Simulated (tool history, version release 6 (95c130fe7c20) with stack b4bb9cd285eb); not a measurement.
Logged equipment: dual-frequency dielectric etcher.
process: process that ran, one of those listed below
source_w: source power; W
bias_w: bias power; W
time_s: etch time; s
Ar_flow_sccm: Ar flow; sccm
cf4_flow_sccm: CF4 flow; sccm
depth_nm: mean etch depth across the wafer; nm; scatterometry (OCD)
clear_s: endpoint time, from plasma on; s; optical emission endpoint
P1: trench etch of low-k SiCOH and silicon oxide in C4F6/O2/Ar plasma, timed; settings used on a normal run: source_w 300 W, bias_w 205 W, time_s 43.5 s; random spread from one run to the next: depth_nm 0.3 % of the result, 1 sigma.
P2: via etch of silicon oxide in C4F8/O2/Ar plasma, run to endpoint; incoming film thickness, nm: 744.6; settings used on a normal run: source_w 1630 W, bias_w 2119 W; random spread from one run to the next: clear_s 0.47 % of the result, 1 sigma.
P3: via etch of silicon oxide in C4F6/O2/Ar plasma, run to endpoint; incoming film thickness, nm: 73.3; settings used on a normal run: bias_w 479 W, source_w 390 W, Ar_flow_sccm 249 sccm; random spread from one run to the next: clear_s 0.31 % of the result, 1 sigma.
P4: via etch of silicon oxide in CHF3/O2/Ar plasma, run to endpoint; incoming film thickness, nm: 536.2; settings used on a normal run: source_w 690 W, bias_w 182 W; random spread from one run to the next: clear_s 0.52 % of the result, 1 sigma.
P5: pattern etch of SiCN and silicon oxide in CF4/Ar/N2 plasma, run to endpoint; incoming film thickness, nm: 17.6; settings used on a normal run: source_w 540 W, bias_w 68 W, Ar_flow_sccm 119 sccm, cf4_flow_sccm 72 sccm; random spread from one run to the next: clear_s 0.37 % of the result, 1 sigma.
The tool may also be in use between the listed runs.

| run | day | process | source_w | bias_w | time_s | Ar_flow_sccm | cf4_flow_sccm | depth_nm | clear_s |
|---|---|---|---|---|---|---|---|---|---|
| 1 | 0.392 | P1 | 300 | 205 | 43.5 |  |  | 127.1 |  |
| 2 | 0.921 | P1 | 300 | 205 | 43.5 |  |  | 126.44 |  |
| 3 | 1.283 | P3 | 390 | 479 |  | 294 |  |  | 16.839 |
| 4 | 1.679 | P1 | 300 | 143 | 43.5 |  |  | 112.88 |  |
| 5 | 2.162 | P1 | 300 | 205 | 43.5 |  |  | 127.28 |  |
| 6 | 2.638 | P1 | 300 | 205 | 25 |  |  | 73.021 |  |
| 7 | 2.992 | P3 | 390 | 354 |  | 249 |  |  | 18.461 |
| 8 | 3.312 | P1 | 430 | 205 | 43.5 |  |  | 146.36 |  |
|  | 3.65 | bias power generator calibrated |
| 9 | 3.725 | P2 | 1630 | 1417 |  |  |  |  | 181.82 |
| 10 | 4.333 | P3 | 510 | 479 |  | 249 |  |  | 14.864 |
| 11 | 4.746 | P2 | 1630 | 2119 |  |  |  |  | 163.24 |
| 12 | 5.012 | P1 | 300 | 205 | 55.5 |  |  | 161.24 |  |
| 13 | 5.288 | P4 | 690 | 182 |  |  |  |  | 260.53 |
| 14 | 5.612 | P4 | 890 | 182 |  |  |  |  | 237 |
| 15 | 6.004 | P5 | 540 | 68 |  | 119 | 72 |  | 18.126 |
| 16 | 6.358 | P5 | 540 | 86 |  | 119 | 72 |  | 16.705 |
| 17 | 6.854 | P1 | 380 | 248 | 43.5 |  |  | 148.37 |  |
| 18 | 7.212 | P1 | 170 | 205 | 43.5 |  |  | 101.02 |  |
|  | 7.467 | source power generator calibrated |
| 19 | 7.758 | P5 | 540 | 68 |  | 157 | 72 |  | 19.205 |
| 20 | 8.062 | P1 | 300 | 205 | 43.5 |  |  | 125.75 |  |
| 21 | 8.6 | P4 | 690 | 230 |  |  |  |  | 240.33 |
| 22 | 8.962 | P1 | 300 | 205 | 43.5 |  |  | 126.54 |  |
| 23 | 9.433 | P1 | 300 | 258 | 43.5 |  |  | 136.62 |  |
| 24 | 9.712 | P3 | 390 | 479 |  | 249 |  |  | 16.478 |
|  | 10.258 | wet clean of the chamber |
| 25 | 10.275 | P3 | 390 | 479 |  | 249 |  |  | 16.389 |
| 26 | 10.783 | P2 | 2270 | 2119 |  |  |  |  | 143.63 |
| 27 | 11.35 | P2 | 1630 | 2119 |  |  |  |  | 162.48 |
| 28 | 11.783 | P5 | 700 | 68 |  | 119 | 72 |  | 14.444 |
| 29 | 12.333 | P1 | 300 | 205 | 43.5 |  |  | 126.7 |  |
| 30 | 12.762 | P1 | 300 | 286 | 24 |  |  | 77.837 |  |
| 31 | 13.208 | P1 | 300 | 205 | 43.5 |  |  | 126.79 |  |
| 32 | 13.479 | P5 | 540 | 68 |  | 119 | 43 |  | 19.833 |

Forecast run 33:
| 33 | 13.796 | P4 | 690 | 182 |  |  |  |  | ? |

clear_s: 260.82 s
